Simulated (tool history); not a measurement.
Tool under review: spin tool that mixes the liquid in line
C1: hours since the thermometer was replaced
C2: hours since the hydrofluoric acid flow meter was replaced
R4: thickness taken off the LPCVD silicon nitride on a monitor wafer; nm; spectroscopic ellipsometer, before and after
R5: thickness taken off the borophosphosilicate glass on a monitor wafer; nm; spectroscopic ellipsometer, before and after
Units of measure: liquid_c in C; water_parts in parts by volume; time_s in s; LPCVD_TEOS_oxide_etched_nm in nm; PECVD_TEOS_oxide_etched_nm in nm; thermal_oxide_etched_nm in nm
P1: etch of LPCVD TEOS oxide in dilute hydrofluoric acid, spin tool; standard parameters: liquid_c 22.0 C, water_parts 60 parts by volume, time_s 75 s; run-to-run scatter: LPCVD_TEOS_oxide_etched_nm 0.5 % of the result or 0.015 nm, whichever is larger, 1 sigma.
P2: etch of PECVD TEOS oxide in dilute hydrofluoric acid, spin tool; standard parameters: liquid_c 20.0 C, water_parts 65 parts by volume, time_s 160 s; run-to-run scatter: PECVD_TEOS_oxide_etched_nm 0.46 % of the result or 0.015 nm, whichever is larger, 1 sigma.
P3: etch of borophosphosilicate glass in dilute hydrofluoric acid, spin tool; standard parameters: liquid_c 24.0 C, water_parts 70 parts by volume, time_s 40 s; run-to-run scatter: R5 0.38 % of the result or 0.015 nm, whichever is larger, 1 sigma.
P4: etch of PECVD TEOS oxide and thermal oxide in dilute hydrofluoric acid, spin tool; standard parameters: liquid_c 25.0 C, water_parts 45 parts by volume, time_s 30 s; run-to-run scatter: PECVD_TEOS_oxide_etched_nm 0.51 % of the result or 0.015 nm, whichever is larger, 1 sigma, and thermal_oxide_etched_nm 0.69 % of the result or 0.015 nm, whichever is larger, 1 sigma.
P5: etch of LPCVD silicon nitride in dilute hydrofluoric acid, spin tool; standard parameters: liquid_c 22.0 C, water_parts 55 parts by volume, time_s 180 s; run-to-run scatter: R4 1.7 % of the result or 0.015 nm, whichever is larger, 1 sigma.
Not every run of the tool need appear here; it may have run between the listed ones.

Run 1, hour 4.3: process P1, liquid_c 22.0 C, water_parts 60 parts by volume, time_s 75 s; C1 1370.6; C2 164.5. Result: LPCVD_TEOS_oxide_etched_nm 42.0860 nm.
Run 2, hour 12.7: process P1, liquid_c 22.0 C, water_parts 60 parts by volume, time_s 75 s; C1 1379.0; C2 172.9. Result: LPCVD_TEOS_oxide_etched_nm 41.7660 nm.
Run 3, hour 18.0: process P1, liquid_c 30.0 C, water_parts 60 parts by volume, time_s 75 s; C1 1384.3; C2 178.2. Result: LPCVD_TEOS_oxide_etched_nm 57.5940 nm.
Run 4, hour 24.3: process P4, liquid_c 25.0 C, water_parts 45 parts by volume, time_s 30 s; C1 1390.6; C2 184.5. Result: PECVD_TEOS_oxide_etched_nm 8.1314 nm, thermal_oxide_etched_nm 3.4874 nm.
Run 5, hour 32.1: process P1, liquid_c 22.0 C, water_parts 60 parts by volume, time_s 75 s; C1 1398.4; C2 192.3. Result: LPCVD_TEOS_oxide_etched_nm 41.6350 nm.
Run 6, hour 36.6: process P5, liquid_c 22.0 C, water_parts 55 parts by volume, time_s 180 s; C1 1402.9; C2 196.8. Result: R4 1.23750 nm.
Run 7, hour 42.4: process P5, liquid_c 22.0 C, water_parts 55 parts by volume, time_s 180 s; C1 1408.7; C2 202.6. Result: R4 1.26270 nm.
Run 8, hour 49.0: process P5, liquid_c 22.0 C, water_parts 105 parts by volume, time_s 180 s; C1 1415.3; C2 209.2. Result: R4 0.65697 nm.
Run 9, hour 53.3: process P1, liquid_c 29.5 C, water_parts 60 parts by volume, time_s 115 s; C1 1419.6; C2 213.5. Result: LPCVD_TEOS_oxide_etched_nm 86.9220 nm.
Run 10, hour 58.1: process P2, liquid_c 27.5 C, water_parts 65 parts by volume, time_s 160 s; C1 1424.4; C2 218.3. Result: PECVD_TEOS_oxide_etched_nm 49.9310 nm.
Run 11, hour 62.8: process P1, liquid_c 22.0 C, water_parts 90 parts by volume, time_s 115 s; C1 1429.1; C2 223.0. Result: LPCVD_TEOS_oxide_etched_nm 41.0500 nm.
Run 12, hour 69.5: process P4, liquid_c 25.0 C, water_parts 45 parts by volume, time_s 30 s; C1 1435.8; C2 229.7. Result: PECVD_TEOS_oxide_etched_nm 8.2137 nm, thermal_oxide_etched_nm 3.4803 nm.
Run 13, hour 77.0: process P4, liquid_c 25.0 C, water_parts 45 parts by volume, time_s 50 s; C1 1443.3; C2 237.2. Result: PECVD_TEOS_oxide_etched_nm 13.5250 nm, thermal_oxide_etched_nm 5.7897 nm.
Run 14, hour 84.3: process P1, liquid_c 17.0 C, water_parts 60 parts by volume, time_s 75 s; C1 1450.6; C2 244.5. Result: LPCVD_TEOS_oxide_etched_nm 33.5210 nm.
Run 15, hour 88.3: process P3, liquid_c 24.0 C, water_parts 20 parts by volume, time_s 40 s; C1 1454.6; C2 248.5. Result: R5 155.100 nm.
Run 16, hour 96.5: process P5, liquid_c 22.0 C, water_parts 55 parts by volume, time_s 295 s; C1 1462.8; C2 256.7. Result: R4 2.03580 nm.
Run 17, hour 103.9: process P2, liquid_c 20.0 C, water_parts 65 parts by volume, time_s 65 s; C1 1470.2; C2 264.1. Result: PECVD_TEOS_oxide_etched_nm 14.9590 nm.
Run 18, hour 109.5: process P5, liquid_c 17.0 C, water_parts 55 parts by volume, time_s 180 s; C1 1475.8; C2 269.7. Result: R4 0.86004 nm.
Run 19, hour 113.8: process P1, liquid_c 22.0 C, water_parts 20 parts by volume, time_s 75 s; C1 1480.1; C2 274.0. Result: LPCVD_TEOS_oxide_etched_nm 132.2100 nm.
Run 20, hour 119.4: process P4, liquid_c 25.0 C, water_parts 80 parts by volume, time_s 30 s; C1 1485.7; C2 279.6. Result: PECVD_TEOS_oxide_etched_nm 4.3975 nm, thermal_oxide_etched_nm 1.8584 nm.
Run 21, hour 126.1: process P3, liquid_c 24.0 C, water_parts 70 parts by volume, time_s 40 s; C1 1492.4; C2 286.3. Result: R5 41.341 nm.
Run 22, hour 133.7: process P4, liquid_c 33.0 C, water_parts 45 parts by volume, time_s 30 s; C1 1500.0; C2 293.9. Result: PECVD_TEOS_oxide_etched_nm 11.2160 nm, thermal_oxide_etched_nm 4.7683 nm.
Run 23, hour 141.3: process P1, liquid_c 22.0 C, water_parts 60 parts by volume, time_s 15 s; C1 1507.6; C2 301.5. Result: LPCVD_TEOS_oxide_etched_nm 8.3931 nm.
Run 24, hour 146.5: process P1, liquid_c 22.0 C, water_parts 60 parts by volume, time_s 75 s; C1 1512.8; C2 306.7. Result: LPCVD_TEOS_oxide_etched_nm 41.7040 nm.
Run 25, hour 150.5: process P1, liquid_c 22.0 C, water_parts 60 parts by volume, time_s 75 s; C1 1516.8; C2 310.7. Result: LPCVD_TEOS_oxide_etched_nm 41.8940 nm.
Run 26, hour 154.3: process P2, liquid_c 20.0 C, water_parts 65 parts by volume, time_s 160 s; C1 1520.6; C2 314.5. Result: PECVD_TEOS_oxide_etched_nm 36.8660 nm.
Run 27, hour 162.2: process P3, liquid_c 24.0 C, water_parts 70 parts by volume, time_s 15 s; C1 1528.5; C2 322.4. Result: R5 15.596 nm.
Run 28, hour 168.7: process P1, liquid_c 22.0 C, water_parts 60 parts by volume, time_s 75 s; C1 1535.0; C2 328.9. Result: LPCVD_TEOS_oxide_etched_nm 42.0870 nm.
Run 29, hour 174.0: process P2, liquid_c 20.0 C, water_parts 105 parts by volume, time_s 160 s; C1 1540.3; C2 334.2. Result: PECVD_TEOS_oxide_etched_nm 21.6450 nm.
Run 30, hour 177.7: process P3, liquid_c 17.0 C, water_parts 70 parts by volume, time_s 40 s; C1 1544.0; C2 337.9. Result: R5 31.082 nm.
Run 31, hour 184.7: process P1, liquid_c 22.0 C, water_parts 90 parts by volume, time_s 75 s; C1 1551.0; C2 344.9. Result: LPCVD_TEOS_oxide_etched_nm 26.8710 nm.
Run 32, hour 192.6: process P1, liquid_c 22.0 C, water_parts 60 parts by volume, time_s 75 s; C1 1558.9; C2 352.8. Result: LPCVD_TEOS_oxide_etched_nm 41.6760 nm.
Run 33, hour 197.7: process P1, liquid_c 22.0 C, water_parts 60 parts by volume, time_s 110 s; C1 1564.0; C2 357.9. Result: LPCVD_TEOS_oxide_etched_nm 61.4940 nm.
Run 34, hour 206.2: process P1, liquid_c 22.0 C, water_parts 60 parts by volume, time_s 75 s; C1 1572.5; C2 366.4. Result: LPCVD_TEOS_oxide_etched_nm 41.6010 nm.
Run 35, hour 214.3: process P1, liquid_c 22.0 C, water_parts 60 parts by volume, time_s 75 s; C1 1580.6; C2 374.5. Result: LPCVD_TEOS_oxide_etched_nm 44.0090 nm.
Run 36, hour 219.6: process P1, liquid_c 22.0 C, water_parts 60 parts by volume, time_s 75 s; C1 1585.9; C2 379.8. Result: LPCVD_TEOS_oxide_etched_nm 44.5890 nm.
Run 37, hour 225.8: process P1, liquid_c 22.0 C, water_parts 60 parts by volume, time_s 75 s; C1 1592.1; C2 386.0. Result: LPCVD_TEOS_oxide_etched_nm 44.5800 nm.
Run 38, hour 231.2: process P1, liquid_c 22.0 C, water_parts 60 parts by volume, time_s 75 s; C1 1597.5; C2 391.4. Result: LPCVD_TEOS_oxide_etched_nm 45.0840 nm.
Run 39, hour 236.6: process P1, liquid_c 22.0 C, water_parts 60 parts by volume, time_s 75 s; C1 1602.9; C2 396.8. Result: LPCVD_TEOS_oxide_etched_nm 45.3120 nm.
Run 40, hour 243.2: process P1, liquid_c 22.0 C, water_parts 60 parts by volume, time_s 75 s; C1 1609.5; C2 403.4. Result: LPCVD_TEOS_oxide_etched_nm 45.6690 nm.
Run 41, hour 249.8: process P1, liquid_c 22.0 C, water_parts 60 parts by volume, time_s 75 s; C1 1616.1; C2 410.0. Result: LPCVD_TEOS_oxide_etched_nm 45.5210 nm.

The output of P1 has drifted from where it used to be. Each of the 2 causes below, taken at the size shown beside it, accounts for the log equally well:
A: liquid hotter than its thermometer reads (K) = 2.04
B: hydrofluoric acid flow above the setpoint (%) = 8.12
The gradual shift began around hour 206.2.

Which of the check runs below tells the causes apart, meaning the causes would give it clearly different results? Each run uses 5 wafers whose results are averaged, and each result is shown as a question mark.
Run check 1, hour 256.4: process P5, liquid_c 22.0 C, water_parts 55 parts by volume, time_s 180 s. Result: R4 ?.
Run check 2, hour 256.4: process P4, liquid_c 25.0 C, water_parts 45 parts by volume, time_s 30 s. Result: PECVD_TEOS_oxide_etched_nm ?, thermal_oxide_etched_nm ?.
Run check 3, hour 256.4: process P2, liquid_c 20.0 C, water_parts 65 parts by volume, time_s 160 s. Result: PECVD_TEOS_oxide_etched_nm ?.
Run check 4, hour 256.4: process P3, liquid_c 24.0 C, water_parts 70 parts by volume, time_s 40 s. Result: R5 ?.

If the cause were each of the candidates in turn, the checks would give the following:
  check                      result     if A     if B
check 1                          R4  1.45380  1.36630
check 2  PECVD_TEOS_oxide_etched_nm   8.8624   8.8600
check 2     thermal_oxide_etched_nm   3.7759   3.7749
check 3  PECVD_TEOS_oxide_etched_nm  40.1640  40.1150
check 4                          R5   45.113   45.247
How far apart the two closest causes lie, in the result that separates them most: check 1 6.2 %; check 2 0.03 %; check 3 0.12 %; check 4 0.3 %
Check 1 tells the causes apart: in the others they would give nearly the same result.

After running check 1, the following was obtained: R4 1.45250 nm. Which cause does this point to?

The cause is A: liquid hotter than its thermometer reads (K).
